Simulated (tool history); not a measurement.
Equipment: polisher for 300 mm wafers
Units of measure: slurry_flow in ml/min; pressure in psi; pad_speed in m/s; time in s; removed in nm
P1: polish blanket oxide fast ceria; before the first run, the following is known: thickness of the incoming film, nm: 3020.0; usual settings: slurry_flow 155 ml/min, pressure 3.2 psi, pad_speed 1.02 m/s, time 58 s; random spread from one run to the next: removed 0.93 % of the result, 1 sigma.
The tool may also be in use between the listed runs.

run   hour  slurry_flow  pressure  pad_speed  time  wafers polished on this pad  hours since the slurry nozzle was cleaned  hours since the head pressure was calibrated  removed
  1    6.2          155       3.2       1.02    58                          733                                      532.7                                         182.3   982.80
  2   10.4          155       3.2       0.52    58                          773                                      536.9                                         186.5   507.74
  3   16.1          155       4.6       1.02    58                          826                                      542.6                                         192.2  1416.70
  4   22.7          155       3.2       1.02    58                          887                                      549.2                                         198.8   974.62
  5   26.7          225       3.2       1.02    58                          924                                      553.2                                         202.8  1046.20
  6   34.2           95       3.2       1.02    58                          994                                      560.7                                         210.3   870.03
  7   39.5          155       3.2       1.02    58                         1044                                      566.0                                         215.6   979.82
      43.8  -- worn pad replaced by a new one
  8   45.9          220       1.5       1.02    58                           20                                      572.4                                         222.0   480.89
  9   51.0          155       1.5       1.02    58                           67                                      577.5                                         227.1   463.20
 10   58.6          155       3.2       1.02    90                          138                                      585.1                                         234.7  1530.50
 11   64.6          155       3.2       1.02    58                          194                                      591.1                                         240.7   975.94
 12   68.6          155       3.2       1.02    28                          231                                      595.1                                         244.7   472.93
      70.3  -- slurry nozzle cleaned
 13   72.5          155       3.2       1.02    58                          267                                        2.3                                         248.6   982.94
 14   76.9          155       3.2       1.02    58                          308                                        6.7                                         253.0   981.73
 15   84.8          155       3.2       1.02    58                          382                                       14.6                                         260.9   989.24
 16   92.1          155       3.2       1.54    58                          450                                       21.9                                         268.2  1492.10
 17   96.9          155       3.2       1.02    58                          494                                       26.7                                         273.0   984.47
 18  101.5          155       3.2       1.02    58                          537                                       31.3                                         277.6   951.69
 19  106.8          155       3.2       1.02    58                          587                                       36.6                                         282.9   922.45
     111.1  -- worn pad replaced by a new one
 20  112.0          155       3.2       1.02    58                            8                                       41.8                                         288.1   921.44
 21  117.5          155       3.2       1.02    58                           59                                       47.3                                         293.6   901.66

Expected results for the next run?
 22  123.1          155       3.2       1.02    58                          111                                       52.9                                         299.2        ?

Run 22 gave removed 904.44 nm.
